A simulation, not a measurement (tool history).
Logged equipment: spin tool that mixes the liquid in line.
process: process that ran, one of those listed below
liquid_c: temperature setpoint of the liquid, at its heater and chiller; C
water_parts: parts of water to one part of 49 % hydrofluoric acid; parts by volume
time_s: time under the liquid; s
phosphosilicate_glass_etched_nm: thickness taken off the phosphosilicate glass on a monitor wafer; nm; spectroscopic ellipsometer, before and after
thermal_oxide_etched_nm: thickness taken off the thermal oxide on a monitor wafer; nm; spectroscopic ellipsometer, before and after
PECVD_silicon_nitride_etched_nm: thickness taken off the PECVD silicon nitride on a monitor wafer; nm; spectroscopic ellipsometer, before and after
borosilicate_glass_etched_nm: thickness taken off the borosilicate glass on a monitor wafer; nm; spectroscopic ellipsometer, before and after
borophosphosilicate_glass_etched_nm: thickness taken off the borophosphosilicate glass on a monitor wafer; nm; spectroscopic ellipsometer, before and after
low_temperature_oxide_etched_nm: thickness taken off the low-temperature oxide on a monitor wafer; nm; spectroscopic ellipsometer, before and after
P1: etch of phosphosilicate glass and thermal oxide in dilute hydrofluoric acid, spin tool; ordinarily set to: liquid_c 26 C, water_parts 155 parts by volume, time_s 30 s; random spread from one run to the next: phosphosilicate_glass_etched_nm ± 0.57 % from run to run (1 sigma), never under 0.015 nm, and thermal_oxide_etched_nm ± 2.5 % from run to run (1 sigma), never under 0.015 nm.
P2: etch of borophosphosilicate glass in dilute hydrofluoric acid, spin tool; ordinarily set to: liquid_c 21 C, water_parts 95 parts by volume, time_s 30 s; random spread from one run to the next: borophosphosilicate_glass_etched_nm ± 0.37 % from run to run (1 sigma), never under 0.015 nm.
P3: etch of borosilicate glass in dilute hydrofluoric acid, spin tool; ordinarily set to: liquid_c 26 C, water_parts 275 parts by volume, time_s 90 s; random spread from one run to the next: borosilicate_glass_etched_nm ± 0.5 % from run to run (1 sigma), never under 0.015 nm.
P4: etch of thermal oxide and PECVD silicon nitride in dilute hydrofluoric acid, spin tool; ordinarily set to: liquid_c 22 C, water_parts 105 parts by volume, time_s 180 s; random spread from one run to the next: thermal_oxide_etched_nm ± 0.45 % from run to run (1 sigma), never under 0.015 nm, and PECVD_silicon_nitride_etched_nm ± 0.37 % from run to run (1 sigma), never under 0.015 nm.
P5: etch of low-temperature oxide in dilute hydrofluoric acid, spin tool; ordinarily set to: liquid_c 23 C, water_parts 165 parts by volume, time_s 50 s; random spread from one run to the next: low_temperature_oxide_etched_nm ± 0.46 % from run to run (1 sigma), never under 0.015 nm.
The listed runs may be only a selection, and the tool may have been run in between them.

| run | hour | process | liquid_c | water_parts | time_s | hours since the thermometer was replaced | hours since the hydrofluoric acid flow meter was replaced | phosphosilicate_glass_etched_nm | thermal_oxide_etched_nm | PECVD_silicon_nitride_etched_nm | borosilicate_glass_etched_nm | borophosphosilicate_glass_etched_nm | low_temperature_oxide_etched_nm |
|---|---|---|---|---|---|---|---|---|---|---|---|---|---|
| 1 | 8.9 | P1 | 26 | 155 | 30 | 766 | 1771.2 | 16.322 | 0.95101 |  |  |  |  |
| 2 | 17.1 | P1 | 26 | 155 | 30 | 774.2 | 1779.4 | 16.322 | 0.94837 |  |  |  |  |
| 3 | 30.3 | P1 | 26 | 155 | 30 | 787.4 | 1792.6 | 16.449 | 0.89548 |  |  |  |  |
| 4 | 44.9 | P1 | 26 | 155 | 30 | 802 | 1807.2 | 16.364 | 0.89547 |  |  |  |  |
| 5 | 60.5 | P1 | 26 | 155 | 30 | 817.6 | 1822.8 | 16.219 | 0.95057 |  |  |  |  |
| 6 | 76.6 | P4 | 30 | 105 | 180 | 833.7 | 1838.9 |  | 10.195 | 14.377 |  |  |  |
| 7 | 91.2 | P1 | 26 | 155 | 30 | 848.3 | 1853.5 | 16.456 | 0.90978 |  |  |  |  |
| 8 | 102.5 | P1 | 30 | 155 | 15 | 859.6 | 1864.8 | 9.3517 | 0.51381 |  |  |  |  |
| 9 | 118.5 | P4 | 22 | 60 | 180 | 875.6 | 1880.8 |  | 13.845 | 14.739 |  |  |  |
| 10 | 127.8 | P3 | 26 | 105 | 90 | 884.9 | 1890.1 |  |  |  | 47.222 |  |  |
| 11 | 137.9 | P2 | 21 | 95 | 60 | 895 | 1900.2 |  |  |  |  | 35.972 |  |
| 12 | 147.1 | P1 | 26 | 155 | 15 | 904.2 | 1909.4 | 8.1741 | 0.45818 |  |  |  |  |
| 13 | 154.4 | P2 | 21 | 95 | 30 | 911.5 | 1916.7 |  |  |  |  | 17.963 |  |
| 14 | 164.9 | P5 | 23 | 165 | 50 | 922 | 1927.2 |  |  |  |  |  | 9.2989 |
| 15 | 175.3 | P1 | 32.5 | 155 | 30 | 932.4 | 1937.6 | 20.579 | 1.1753 |  |  |  |  |
| 16 | 183.4 | P1 | 20 | 55 | 30 | 940.5 | 1945.7 | 41.322 | 2.15 |  |  |  |  |
| 17 | 191.5 | P5 | 23 | 55 | 50 | 948.6 | 1953.8 |  |  |  |  |  | 31.731 |
| 18 | 205 | P1 | 26 | 155 | 45 | 962.1 | 1967.3 | 24.566 | 1.2695 |  |  |  |  |
| 19 | 215.1 | P4 | 22 | 105 | 15 | 972.2 | 1977.4 |  | 0.62347 | 0.70548 |  |  |  |
| 20 | 229.3 | P2 | 26 | 95 | 30 | 986.4 | 1991.6 |  |  |  |  | 21.846 |  |
| 21 | 240.1 | P5 | 29.5 | 165 | 50 | 997.2 | 2002.4 |  |  |  |  |  | 11.876 |
| 22 | 252 | P3 | 26 | 275 | 175 | 1009.1 | 2014.3 |  |  |  | 29.111 |  |  |
| 23 | 265.4 | P1 | 18 | 155 | 30 | 1022.5 | 2027.7 | 12.002 | 0.61476 |  |  |  |  |
| 24 | 279.2 | P1 | 26 | 215 | 30 | 1036.3 | 2041.5 | 11.044 | 0.6283 |  |  |  |  |
| 25 | 289.5 | P1 | 26 | 240 | 15 | 1046.6 | 2051.8 | 4.7877 | 0.26833 |  |  |  |  |
| 26 | 302.2 | P3 | 20.5 | 275 | 90 | 1059.3 | 2064.5 |  |  |  | 12.375 |  |  |
| 27 | 312.8 | P5 | 23 | 165 | 20 | 1069.9 | 2075.1 |  |  |  |  |  | 3.7122 |
| 28 | 320.3 | P3 | 26 | 275 | 90 | 1077.4 | 2082.6 |  |  |  | 15.016 |  |  |
| 29 | 329.7 | P1 | 26 | 80 | 30 | 1086.8 | 2092 | 34.62 | 1.8286 |  |  |  |  |
| 30 | 340.5 | P4 | 22 | 105 | 180 | 1097.6 | 2102.8 |  | 7.4779 | 8.5853 |  |  |  |
| 31 | 348.7 | P2 | 21 | 145 | 30 | 1105.8 | 2111 |  |  |  |  | 11.047 |  |
| 32 | 361 | P1 | 26 | 155 | 30 | 1118.1 | 2123.3 | 16.258 | 0.89407 |  |  |  |  |
| 33 | 375.7 | P1 | 26 | 155 | 30 | 1132.8 | 2138 | 15.886 | 0.84775 |  |  |  |  |
| 34 | 386.3 | P1 | 26 | 155 | 30 | 1143.4 | 2148.6 | 15.495 | 0.91451 |  |  |  |  |
| 35 | 395.5 | P1 | 26 | 155 | 30 | 1152.6 | 2157.8 | 15.414 | 0.80462 |  |  |  |  |
| 36 | 408.2 | P1 | 26 | 155 | 30 | 1165.3 | 2170.5 | 15.141 | 0.83156 |  |  |  |  |
| 37 | 420.8 | P1 | 26 | 155 | 30 | 1177.9 | 2183.1 | 15.168 | 0.82367 |  |  |  |  |
| 38 | 429.1 | P1 | 26 | 155 | 30 | 1186.2 | 2191.4 | 15.125 | 0.8404 |  |  |  |  |
| 39 | 444.9 | P1 | 26 | 155 | 30 | 1202 | 2207.2 | 15.051 | 0.87457 |  |  |  |  |
| 40 | 456.8 | P1 | 26 | 155 | 30 | 1213.9 | 2219.1 | 15.07 | 0.81272 |  |  |  |  |

What P1 gives has crept away from where it was. These 2 causes fit the log equally well, each at the size given:
A: hydrofluoric acid flow below the setpoint (%) = 6.38
B: liquid colder than its thermometer reads (K) = 2.08
The process output started creeping at around hour 361.

Question marks stand in for the results of the 4 check runs listed below, each run on one wafer. Under which run would the listed causes show clearly different results?
| check 1 | 468.7 | P2 | 21 | 140 | 45 |  |  |  |  |  |  | ? |  |
| check 2 | 468.7 | P4 | 22 | 105 | 50 |  |  |  | ? | ? |  |  |  |
| check 3 | 468.7 | P5 | 26.5 | 165 | 50 |  |  |  |  |  |  |  | ? |
| check 4 | 468.7 | P3 | 20.5 | 275 | 140 |  |  |  |  |  | ? |  |  |

What each check would give under each cause:
| check | result | if A | if B |
|---|---|---|---|
| check 1 | borophosphosilicate_glass_etched_nm | 16.105 | 15.991 |
| check 2 | thermal_oxide_etched_nm | 1.9225 | 1.903 |
| check 2 | PECVD_silicon_nitride_etched_nm | 2.2234 | 2.0618 |
| check 3 | low_temperature_oxide_etched_nm | 9.8125 | 9.8286 |
| check 4 | borosilicate_glass_etched_nm | 17.697 | 17.796 |
Smallest distance between any two causes, each pair judged by its most separating result, in per cent: check 1 0.72 %; check 2 7.55 %; check 3 0.16 %; check 4 0.56 %
Only in check 2 would the causes give clearly different results; in the remaining checks their results would be nearly the same.

Here is what check 2 returned: thermal_oxide_etched_nm 1.9188 nm; PECVD_silicon_nitride_etched_nm 2.0556 nm. Which cause is it?

The correct cause is B, namely: liquid colder than its thermometer reads (K).

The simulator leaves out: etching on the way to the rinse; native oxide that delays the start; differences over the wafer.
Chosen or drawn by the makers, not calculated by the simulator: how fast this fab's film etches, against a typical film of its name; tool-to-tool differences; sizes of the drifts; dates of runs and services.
